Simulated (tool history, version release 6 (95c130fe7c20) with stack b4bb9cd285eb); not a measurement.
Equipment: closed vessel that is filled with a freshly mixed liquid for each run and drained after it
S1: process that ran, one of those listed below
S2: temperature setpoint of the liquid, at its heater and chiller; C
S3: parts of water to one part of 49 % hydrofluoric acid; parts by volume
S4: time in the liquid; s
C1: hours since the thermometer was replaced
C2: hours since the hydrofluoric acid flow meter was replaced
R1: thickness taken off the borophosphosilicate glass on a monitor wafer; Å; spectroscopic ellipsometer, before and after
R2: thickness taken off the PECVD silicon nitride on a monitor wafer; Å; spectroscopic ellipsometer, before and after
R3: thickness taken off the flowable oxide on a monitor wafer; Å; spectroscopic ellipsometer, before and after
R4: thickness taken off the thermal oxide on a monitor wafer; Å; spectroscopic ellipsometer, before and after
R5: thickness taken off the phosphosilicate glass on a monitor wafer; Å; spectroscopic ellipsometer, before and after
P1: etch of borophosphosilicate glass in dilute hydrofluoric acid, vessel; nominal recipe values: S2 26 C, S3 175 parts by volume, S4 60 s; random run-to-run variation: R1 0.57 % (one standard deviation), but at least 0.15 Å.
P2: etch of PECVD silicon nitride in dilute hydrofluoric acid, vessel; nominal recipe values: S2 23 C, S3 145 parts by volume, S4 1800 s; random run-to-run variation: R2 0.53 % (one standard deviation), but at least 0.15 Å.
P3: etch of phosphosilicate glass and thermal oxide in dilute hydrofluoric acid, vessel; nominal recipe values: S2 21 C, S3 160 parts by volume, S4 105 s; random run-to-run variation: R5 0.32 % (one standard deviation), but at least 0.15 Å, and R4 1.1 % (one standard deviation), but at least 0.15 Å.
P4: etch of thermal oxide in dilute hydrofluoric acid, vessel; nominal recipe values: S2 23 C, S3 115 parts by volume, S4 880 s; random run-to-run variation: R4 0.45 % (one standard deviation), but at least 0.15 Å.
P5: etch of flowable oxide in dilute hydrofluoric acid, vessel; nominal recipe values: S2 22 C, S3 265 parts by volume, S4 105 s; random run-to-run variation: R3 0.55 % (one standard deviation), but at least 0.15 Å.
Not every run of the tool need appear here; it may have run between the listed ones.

| run | hour | S1 | S2 | S3 | S4 | C1 | C2 | R1 | R2 | R3 | R4 | R5 |
|---|---|---|---|---|---|---|---|---|---|---|---|---|
| 1 | 5.7 | P1 | 26 | 175 | 60 | 1591.2 | 959.4 | 189.64 |  |  |  |  |
| 2 | 13.8 | P2 | 23 | 210 | 1800 | 1599.3 | 967.5 |  | 185.19 |  |  |  |
| 3 | 23.1 | P2 | 23 | 145 | 1800 | 1608.6 | 976.8 |  | 266.76 |  |  |  |
| 4 | 30.2 | P1 | 26 | 110 | 30 | 1615.7 | 983.9 | 160.92 |  |  |  |  |
| 5 | 41.2 | P5 | 17 | 265 | 105 | 1626.7 | 994.9 |  |  | 102.61 |  |  |
| 6 | 51.9 | P4 | 23 | 115 | 880 | 1637.4 | 1005.6 |  |  |  | 323.25 |  |
| 7 | 61.6 | P1 | 26 | 290 | 60 | 1647.1 | 1015.3 | 99.322 |  |  |  |  |
| 8 | 70 | P4 | 23 | 115 | 880 | 1655.5 | 1023.7 |  |  |  | 323.68 |  |
| 9 | 79.1 | P1 | 26 | 175 | 60 | 1664.6 | 1032.8 | 187.44 |  |  |  |  |
| 10 | 84.5 | P1 | 34 | 175 | 60 | 1670 | 1038.2 | 247.44 |  |  |  |  |
| 11 | 90.6 | P5 | 22 | 110 | 105 | 1676.1 | 1044.3 |  |  | 348.74 |  |  |
| 12 | 97.1 | P2 | 23 | 145 | 1800 | 1682.6 | 1050.8 |  | 264.8 |  |  |  |
| 13 | 107.1 | P3 | 21 | 245 | 105 | 1692.6 | 1060.8 |  |  |  | 14.843 | 194.64 |
| 14 | 115.2 | P1 | 26 | 175 | 60 | 1700.7 | 1068.9 | 185.92 |  |  |  |  |
| 15 | 126.7 | P2 | 17 | 145 | 1800 | 1712.2 | 1080.4 |  | 177.31 |  |  |  |
| 16 | 134.9 | P1 | 26 | 55 | 60 | 1720.4 | 1088.6 | 696.04 |  |  |  |  |
| 17 | 140.9 | P5 | 22 | 265 | 30 | 1726.4 | 1094.6 |  |  | 35.685 |  |  |
| 18 | 151 | P1 | 26 | 45 | 100 | 1736.5 | 1104.7 | 1433.1 |  |  |  |  |
| 19 | 157.2 | P4 | 23 | 205 | 880 | 1742.7 | 1110.9 |  |  |  | 165.22 |  |
| 20 | 164.6 | P3 | 21 | 160 | 200 | 1750.1 | 1118.3 |  |  |  | 47.573 | 618.04 |
| 21 | 175.4 | P4 | 23 | 115 | 1625 | 1760.9 | 1129.1 |  |  |  | 598.1 |  |
| 22 | 182.1 | P2 | 23 | 145 | 990 | 1767.6 | 1135.8 |  | 146.35 |  |  |  |
| 23 | 193.3 | P1 | 26 | 175 | 105 | 1778.8 | 1147 | 326.27 |  |  |  |  |
| 24 | 204.4 | P4 | 17.5 | 115 | 880 | 1789.9 | 1158.1 |  |  |  | 258.6 |  |
| 25 | 211.5 | P1 | 26 | 175 | 30 | 1797 | 1165.2 | 93.5 |  |  |  |  |
| 26 | 218.6 | P3 | 21 | 160 | 105 | 1804.1 | 1172.3 |  |  |  | 24.837 | 322.59 |
| 27 | 225.5 | P3 | 29 | 160 | 105 | 1811 | 1179.2 |  |  |  | 33.958 | 437.15 |
| 28 | 236.5 | P1 | 26 | 95 | 115 | 1822 | 1190.2 | 734.26 |  |  |  |  |
| 29 | 244.4 | P1 | 26 | 175 | 60 | 1829.9 | 1198.1 | 189.29 |  |  |  |  |
| 30 | 255.6 | P1 | 21.5 | 175 | 60 | 1841.1 | 1209.3 | 158.28 |  |  |  |  |
| 31 | 263.1 | P5 | 22 | 265 | 105 | 1848.6 | 1216.8 |  |  | 124.23 |  |  |
| 32 | 269.9 | P1 | 26 | 175 | 60 | 1855.4 | 1223.6 | 187 |  |  |  |  |

Run 33 comes next. What will it give?
| 33 | 280.8 | P1 | 26 | 175 | 60 | 1866.3 | 1234.5 | ? |  |  |  |  |

R1: 186.61 Å
